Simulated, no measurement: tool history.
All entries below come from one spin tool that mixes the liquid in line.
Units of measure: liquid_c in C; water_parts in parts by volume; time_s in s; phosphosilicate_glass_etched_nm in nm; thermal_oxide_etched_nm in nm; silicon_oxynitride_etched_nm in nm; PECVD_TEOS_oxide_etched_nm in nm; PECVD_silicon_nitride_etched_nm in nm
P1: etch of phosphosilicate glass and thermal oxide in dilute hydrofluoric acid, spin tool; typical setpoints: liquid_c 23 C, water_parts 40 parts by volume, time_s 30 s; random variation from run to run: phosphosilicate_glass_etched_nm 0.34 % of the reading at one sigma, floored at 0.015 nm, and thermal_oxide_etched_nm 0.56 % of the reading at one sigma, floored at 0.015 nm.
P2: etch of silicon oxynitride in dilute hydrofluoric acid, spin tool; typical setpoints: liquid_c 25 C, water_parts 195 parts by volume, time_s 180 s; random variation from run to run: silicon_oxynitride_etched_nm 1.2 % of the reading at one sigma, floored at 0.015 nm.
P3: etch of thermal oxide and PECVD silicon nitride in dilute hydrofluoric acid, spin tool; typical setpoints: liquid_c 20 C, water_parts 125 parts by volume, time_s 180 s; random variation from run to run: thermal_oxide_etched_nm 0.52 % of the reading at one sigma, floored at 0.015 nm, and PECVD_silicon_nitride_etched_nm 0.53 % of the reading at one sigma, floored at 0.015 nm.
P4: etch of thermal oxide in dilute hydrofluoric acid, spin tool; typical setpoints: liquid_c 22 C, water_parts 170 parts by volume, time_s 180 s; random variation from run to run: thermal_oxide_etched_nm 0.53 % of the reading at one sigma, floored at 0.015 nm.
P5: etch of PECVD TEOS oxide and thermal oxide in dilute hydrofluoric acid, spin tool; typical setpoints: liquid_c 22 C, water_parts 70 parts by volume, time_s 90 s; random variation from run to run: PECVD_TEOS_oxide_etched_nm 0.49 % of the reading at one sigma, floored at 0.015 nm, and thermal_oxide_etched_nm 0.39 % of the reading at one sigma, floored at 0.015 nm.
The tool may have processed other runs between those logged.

| run | hour | process | liquid_c | water_parts | time_s | hours since the thermometer was replaced | hours since the hydrofluoric acid flow meter was replaced | phosphosilicate_glass_etched_nm | thermal_oxide_etched_nm | silicon_oxynitride_etched_nm | PECVD_TEOS_oxide_etched_nm | PECVD_silicon_nitride_etched_nm |
|---|---|---|---|---|---|---|---|---|---|---|---|---|
| 1 | 7.9 | P1 | 23 | 40 | 30 | 875.6 | 1254.3 | 79.701 | 3.7797 |  |  |  |
| 2 | 19.1 | P1 | 23 | 70 | 30 | 886.8 | 1265.5 | 43.966 | 2.0919 |  |  |  |
| 3 | 28.3 | P4 | 22 | 80 | 180 | 896 | 1274.7 |  | 9.8045 |  |  |  |
| 4 | 39.7 | P1 | 23 | 40 | 30 | 907.4 | 1286.1 | 80.221 | 3.7989 |  |  |  |
| 5 | 48.6 | P1 | 23 | 40 | 50 | 916.3 | 1295 | 132.63 | 6.2891 |  |  |  |
| 6 | 55.7 | P2 | 17.5 | 195 | 180 | 923.4 | 1302.1 |  |  | 1.5806 |  |  |
| 7 | 67.6 | P1 | 17 | 40 | 30 | 935.3 | 1314 | 61.759 | 2.9459 |  |  |  |
| 8 | 80.1 | P1 | 23 | 25 | 30 | 947.8 | 1326.5 | 130.19 | 6.1036 |  |  |  |
| 9 | 90.8 | P5 | 22 | 100 | 90 | 958.5 | 1337.2 |  | 3.9134 |  | 11.982 |  |
| 10 | 102.1 | P1 | 27.5 | 40 | 50 | 969.8 | 1348.5 | 160.73 | 7.493 |  |  |  |
| 11 | 110.8 | P2 | 25 | 195 | 180 | 978.5 | 1357.2 |  |  | 2.2567 |  |  |
| 12 | 118.3 | P5 | 30.5 | 70 | 90 | 986 | 1364.7 |  | 8.1368 |  | 24.711 |  |
| 13 | 131 | P2 | 25 | 195 | 180 | 998.7 | 1377.4 |  |  | 2.2194 |  |  |
| 14 | 144.2 | P3 | 20 | 35 | 180 | 1011.9 | 1390.6 |  | 21.796 |  |  | 19.25 |
| 15 | 156.1 | P1 | 23 | 40 | 30 | 1023.8 | 1402.5 | 79.795 | 3.7407 |  |  |  |
| 16 | 172.2 | P4 | 22 | 170 | 260 | 1039.9 | 1418.6 |  | 5.9674 |  |  |  |
| 17 | 187 | P5 | 22 | 70 | 90 | 1054.7 | 1433.4 |  | 5.7824 |  | 17.688 |  |
| 18 | 195.6 | P4 | 27 | 170 | 180 | 1063.3 | 1442 |  | 4.9844 |  |  |  |
| 19 | 208.5 | P1 | 23 | 65 | 15 | 1076.2 | 1454.9 | 23.69 | 1.1388 |  |  |  |
| 20 | 223.4 | P1 | 23 | 65 | 60 | 1091.1 | 1469.8 | 94.936 | 4.4834 |  |  |  |
| 21 | 233.3 | P1 | 23 | 40 | 30 | 1101 | 1479.7 | 80.2 | 3.7424 |  |  |  |
| 22 | 244.5 | P3 | 20 | 125 | 275 | 1112.2 | 1490.9 |  | 8.4316 |  |  | 8.5548 |
| 23 | 256 | P3 | 17 | 125 | 180 | 1123.7 | 1502.4 |  | 4.8843 |  |  | 4.5461 |
| 24 | 264.8 | P4 | 22 | 170 | 180 | 1132.5 | 1511.2 |  | 4.1698 |  |  |  |
| 25 | 279 | P1 | 27 | 40 | 30 | 1146.7 | 1525.4 | 94.812 | 4.45 |  |  |  |
| 26 | 291.8 | P1 | 23 | 40 | 30 | 1159.5 | 1538.2 | 79.728 | 3.7866 |  |  |  |
| 27 | 306.5 | P3 | 20 | 125 | 180 | 1174.2 | 1552.9 |  | 5.5615 |  |  | 5.5612 |
| 28 | 316.7 | P2 | 25 | 275 | 180 | 1184.4 | 1563.1 |  |  | 1.5234 |  |  |
| 29 | 328.4 | P4 | 22 | 170 | 180 | 1196.1 | 1574.8 |  | 4.1083 |  |  |  |
| 30 | 336.8 | P2 | 25 | 195 | 15 | 1204.5 | 1583.2 |  |  | 0.20965 |  |  |
| 31 | 347.4 | P1 | 23 | 40 | 15 | 1215.1 | 1593.8 | 39.835 | 1.9075 |  |  |  |
| 32 | 361.8 | P3 | 20 | 125 | 180 | 1229.5 | 1608.2 |  | 5.5723 |  |  | 5.569 |
| 33 | 369.1 | P5 | 22 | 70 | 15 | 1236.8 | 1615.5 |  | 0.97454 |  | 2.9202 |  |
| 34 | 379.2 | P1 | 23 | 40 | 30 | 1246.9 | 1625.6 | 79.345 | 3.7888 |  |  |  |
| 35 | 386.9 | P1 | 23 | 40 | 30 | 1254.6 | 1633.3 | 81.523 | 3.8452 |  |  |  |
| 36 | 394.4 | P1 | 23 | 40 | 30 | 1262.1 | 1640.8 | 81.944 | 3.8998 |  |  |  |

Run 37 is up next; what results do you expect?
| 37 | 403.7 | P1 | 23 | 40 | 30 | 1271.4 | 1650.1 | ? | ? |  |  |  |

{"run 37": {"phosphosilicate_glass_etched_nm": 83.588, "thermal_oxide_etched_nm": 3.9615}}

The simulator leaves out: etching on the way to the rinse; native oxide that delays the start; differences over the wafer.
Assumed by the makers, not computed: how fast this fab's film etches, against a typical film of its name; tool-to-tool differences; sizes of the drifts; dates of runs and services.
